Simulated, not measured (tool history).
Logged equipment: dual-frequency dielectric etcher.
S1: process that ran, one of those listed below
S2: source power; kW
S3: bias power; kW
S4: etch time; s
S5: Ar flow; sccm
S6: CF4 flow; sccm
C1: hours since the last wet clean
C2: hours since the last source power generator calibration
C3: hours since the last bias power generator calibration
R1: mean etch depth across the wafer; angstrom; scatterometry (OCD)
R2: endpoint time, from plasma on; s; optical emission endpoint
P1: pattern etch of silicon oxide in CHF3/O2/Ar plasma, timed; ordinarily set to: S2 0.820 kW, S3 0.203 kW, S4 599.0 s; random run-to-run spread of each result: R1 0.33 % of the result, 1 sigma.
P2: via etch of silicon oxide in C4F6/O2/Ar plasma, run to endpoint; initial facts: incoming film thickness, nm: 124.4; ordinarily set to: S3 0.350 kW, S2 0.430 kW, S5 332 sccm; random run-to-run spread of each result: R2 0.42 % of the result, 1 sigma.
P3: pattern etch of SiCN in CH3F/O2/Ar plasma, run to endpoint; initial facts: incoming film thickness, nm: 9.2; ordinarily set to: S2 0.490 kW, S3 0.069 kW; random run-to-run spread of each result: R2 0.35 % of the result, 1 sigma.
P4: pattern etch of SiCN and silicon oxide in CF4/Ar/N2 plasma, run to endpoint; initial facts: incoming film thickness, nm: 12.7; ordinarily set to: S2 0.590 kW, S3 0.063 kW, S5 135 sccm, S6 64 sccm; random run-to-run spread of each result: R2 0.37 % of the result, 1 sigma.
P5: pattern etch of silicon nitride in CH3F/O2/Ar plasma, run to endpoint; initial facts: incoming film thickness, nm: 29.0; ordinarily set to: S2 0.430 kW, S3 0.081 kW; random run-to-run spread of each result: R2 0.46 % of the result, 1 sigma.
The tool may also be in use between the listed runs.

| run | day | S1 | S2 | S3 | S4 | S5 | S6 | C1 | C2 | C3 | R1 | R2 |
|---|---|---|---|---|---|---|---|---|---|---|---|---|
| 1 | 0.654 | P1 | 0.820 | 0.203 | 599.0 |  |  | 243.4 | 1244.8 | 383.9 | 13703.0 |  |
| 2 | 1.321 | P4 | 0.590 | 0.081 |  | 135 | 64 | 259.4 | 1260.8 | 399.9 |  | 11.449 |
| 3 | 1.904 | P4 | 0.590 | 0.063 |  | 135 | 64 | 273.4 | 1274.8 | 413.9 |  | 12.607 |
| 4 | 2.483 | P3 | 0.490 | 0.069 |  |  |  | 287.3 | 1288.7 | 427.8 |  | 23.404 |
| 5 | 3.079 | P1 | 0.820 | 0.203 | 599.0 |  |  | 301.6 | 1303.0 | 442.1 | 13579.0 |  |
| 6 | 3.396 | P2 | 0.430 | 0.350 |  | 332 |  | 309.2 | 1310.6 | 449.7 |  | 30.903 |
| 7 | 4.033 | P3 | 0.380 | 0.069 |  |  |  | 324.5 | 1325.9 | 465.0 |  | 25.813 |
| 8 | 4.558 | P2 | 0.600 | 0.350 |  | 332 |  | 337.1 | 1338.5 | 477.6 |  | 27.184 |
| 9 | 5.217 | P5 | 0.430 | 0.107 |  |  |  | 352.9 | 1354.3 | 493.4 |  | 36.102 |
| 10 | 5.883 | P1 | 0.820 | 0.203 | 760.0 |  |  | 368.9 | 1370.3 | 509.4 | 17318.0 |  |
| 11 | 6.212 | P5 | 0.430 | 0.081 |  |  |  | 376.8 | 1378.2 | 517.3 |  | 39.932 |
| 12 | 6.571 | P1 | 0.820 | 0.203 | 417.5 |  |  | 385.4 | 1386.8 | 525.9 | 9519.1 |  |
| 13 | 6.971 | P4 | 0.590 | 0.063 |  | 87 | 64 | 395.0 | 1396.4 | 535.5 |  | 11.645 |
| 14 | 7.658 | P4 | 0.590 | 0.063 |  | 135 | 64 | 411.5 | 1412.9 | 552.0 |  | 12.550 |
| 15 | 8.308 | P4 | 0.360 | 0.063 |  | 135 | 64 | 427.1 | 1428.5 | 567.6 |  | 19.411 |
| 16 | 8.812 | P1 | 0.820 | 0.203 | 599.0 |  |  | 439.2 | 1440.6 | 579.7 | 13601.0 |  |
| 17 | 9.404 | P1 | 0.820 | 0.133 | 599.0 |  |  | 453.4 | 1454.8 | 593.9 | 11783.0 |  |
| 18 | 10.050 | P1 | 0.820 | 0.239 | 434.5 |  |  | 468.9 | 1470.3 | 609.4 | 10450.0 |  |
| 19 | 10.517 | P1 | 1.010 | 0.203 | 599.0 |  |  | 480.1 | 1481.5 | 620.6 | 14715.0 |  |
| 20 | 10.912 | P1 | 0.500 | 0.203 | 599.0 |  |  | 489.6 | 1491.0 | 630.1 | 11325.0 |  |
| 21 | 11.583 | P4 | 0.590 | 0.063 |  | 135 | 46 | 505.7 | 1507.1 | 646.2 |  | 13.331 |
| 22 | 12.292 | P2 | 0.430 | 0.475 |  | 332 |  | 522.7 | 1524.1 | 663.2 |  | 27.669 |
| 23 | 12.800 | P3 | 0.490 | 0.069 |  |  |  | 534.9 | 1536.3 | 675.4 |  | 23.359 |
| 24 | 13.279 | P2 | 0.430 | 0.350 |  | 455 |  | 546.4 | 1547.8 | 686.9 |  | 31.772 |
| 25 | 13.621 | P1 | 0.820 | 0.286 | 599.0 |  |  | 554.6 | 1556.0 | 695.1 | 15439.0 |  |
| 26 | 14.062 | P1 | 0.820 | 0.203 | 599.0 |  |  | 565.2 | 1566.6 | 705.7 | 13653.0 |  |
| 27 | 14.388 | P5 | 0.260 | 0.081 |  |  |  | 573.0 | 1574.4 | 713.5 |  | 47.863 |
| 28 | 14.954 | P3 | 0.490 | 0.081 |  |  |  | 586.6 | 1588.0 | 727.1 |  | 21.998 |
| 29 | 15.400 | P1 | 0.820 | 0.157 | 336.0 |  |  | 597.3 | 1598.7 | 737.8 | 7033.4 |  |
| 30 | 15.875 | P1 | 0.820 | 0.203 | 599.0 |  |  | 608.7 | 1610.1 | 749.2 | 13591.0 |  |
| 31 | 16.221 | P1 | 0.820 | 0.203 | 599.0 |  |  | 617.0 | 1618.4 | 757.5 | 13643.0 |  |
| 32 | 16.929 | P1 | 0.820 | 0.203 | 599.0 |  |  | 634.0 | 1635.4 | 774.5 | 13686.0 |  |
| 33 | 17.542 | P1 | 0.820 | 0.203 | 599.0 |  |  | 648.7 | 1650.1 | 789.2 | 13771.0 |  |
| 34 | 17.904 | P1 | 0.820 | 0.203 | 599.0 |  |  | 657.4 | 1658.8 | 797.9 | 13872.0 |  |

Forecast run 35:
| 35 | 18.408 | P1 | 0.820 | 0.203 | 599.0 |  |  | 669.5 | 1670.9 | 810.0 | ? |  |

{"run 35": {"R1": 13822.0}}

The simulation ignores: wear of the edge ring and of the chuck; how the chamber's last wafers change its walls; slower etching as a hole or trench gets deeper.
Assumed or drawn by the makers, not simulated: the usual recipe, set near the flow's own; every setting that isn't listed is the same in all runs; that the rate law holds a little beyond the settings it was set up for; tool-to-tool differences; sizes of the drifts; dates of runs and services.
